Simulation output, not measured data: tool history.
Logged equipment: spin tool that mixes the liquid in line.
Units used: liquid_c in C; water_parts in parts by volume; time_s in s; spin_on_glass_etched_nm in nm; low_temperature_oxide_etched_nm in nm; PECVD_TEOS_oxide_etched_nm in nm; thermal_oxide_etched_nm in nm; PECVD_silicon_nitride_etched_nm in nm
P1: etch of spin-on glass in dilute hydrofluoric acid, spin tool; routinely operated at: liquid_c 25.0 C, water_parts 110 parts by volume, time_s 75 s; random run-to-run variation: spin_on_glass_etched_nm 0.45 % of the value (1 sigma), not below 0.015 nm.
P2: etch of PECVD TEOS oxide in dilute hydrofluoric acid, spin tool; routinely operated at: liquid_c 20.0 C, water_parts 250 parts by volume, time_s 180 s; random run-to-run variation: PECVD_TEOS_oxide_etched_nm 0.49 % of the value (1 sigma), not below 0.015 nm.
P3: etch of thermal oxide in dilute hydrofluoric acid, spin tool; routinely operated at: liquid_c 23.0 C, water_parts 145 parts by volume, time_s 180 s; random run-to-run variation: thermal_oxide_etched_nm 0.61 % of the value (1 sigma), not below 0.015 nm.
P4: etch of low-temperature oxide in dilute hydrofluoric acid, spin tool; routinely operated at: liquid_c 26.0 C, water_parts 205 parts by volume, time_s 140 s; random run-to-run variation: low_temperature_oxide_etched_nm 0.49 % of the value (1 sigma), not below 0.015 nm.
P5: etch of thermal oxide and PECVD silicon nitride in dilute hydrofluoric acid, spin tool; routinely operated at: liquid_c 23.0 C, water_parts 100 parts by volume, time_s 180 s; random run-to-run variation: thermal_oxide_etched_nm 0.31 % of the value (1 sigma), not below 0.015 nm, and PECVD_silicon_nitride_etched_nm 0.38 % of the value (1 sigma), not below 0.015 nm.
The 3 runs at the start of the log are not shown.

run	day	process	liquid_c	water_parts	time_s	hours since the thermometer was replaced	hours since the hydrofluoric acid flow meter was replaced	spin_on_glass_etched_nm	low_temperature_oxide_etched_nm	PECVD_TEOS_oxide_etched_nm	thermal_oxide_etched_nm	PECVD_silicon_nitride_etched_nm
4	1.600	P1	19.0	110	75	916.9	1009.7	16.6830				
5	1.900	P4	26.0	120	140	924.1	1016.9		17.8970			
6	2.279	P2	20.0	250	90	933.2	1026.0			3.4541		
7	2.796	P4	32.5	205	140	945.6	1038.4		11.9630			
8	3.083	P4	26.0	205	225	952.5	1045.3		15.4080			
9	3.579	P1	25.0	110	75	964.4	1057.2	21.1720				
10	3.904	P1	25.0	30	75	972.2	1065.0	85.8510				
11	4.171	P5	23.0	100	180	978.6	1071.4				7.9638	9.4945
12	4.446	P2	20.0	250	180	985.2	1078.0			7.0107		
13	4.738	P1	25.0	110	115	992.2	1085.0	32.3350				
14	5.029	P3	23.0	145	180	999.2	1092.0				5.5654	
15	5.550	P2	20.0	250	180	1011.7	1104.5			7.0205		
16	6.029	P3	29.5	145	180	1023.2	1116.0				7.1177	
17	6.562	P1	25.0	110	75	1036.0	1128.8	21.3050				
18	6.817	P3	23.0	145	180	1042.1	1134.9				5.5765	
19	7.125	P1	25.0	30	115	1049.5	1142.3	131.9300				
# day 7.388: hydrofluoric acid flow meter replaced
20	7.533	P5	17.0	100	180	1059.3	3.5				6.2542	6.2512
# day 7.800: thermometer replaced
21	8.075	P5	23.0	100	180	6.7	16.5				7.9534	9.3938
22	8.362	P1	20.0	180	75	13.6	23.4	9.8656				
23	8.696	P1	25.0	110	40	21.6	31.4	11.2180				
24	9.162	P5	23.0	100	285	32.8	42.6				12.6970	15.0190
25	9.508	P1	30.5	110	75	41.1	50.9	25.9210				
26	9.788	P2	20.0	95	180	47.8	57.6			21.6180		
27	10.142	P3	23.0	250	180	56.3	66.1				2.8892	
28	10.567	P1	25.0	110	75	66.5	76.3	21.1640				

The next listed run, before its measurement:
29	11.062	P5	23.0	55	180	78.4	88.2				?	?

Run 29 came out at thermal_oxide_etched_nm 15.3990 nm, PECVD_silicon_nitride_etched_nm 16.9400 nm.
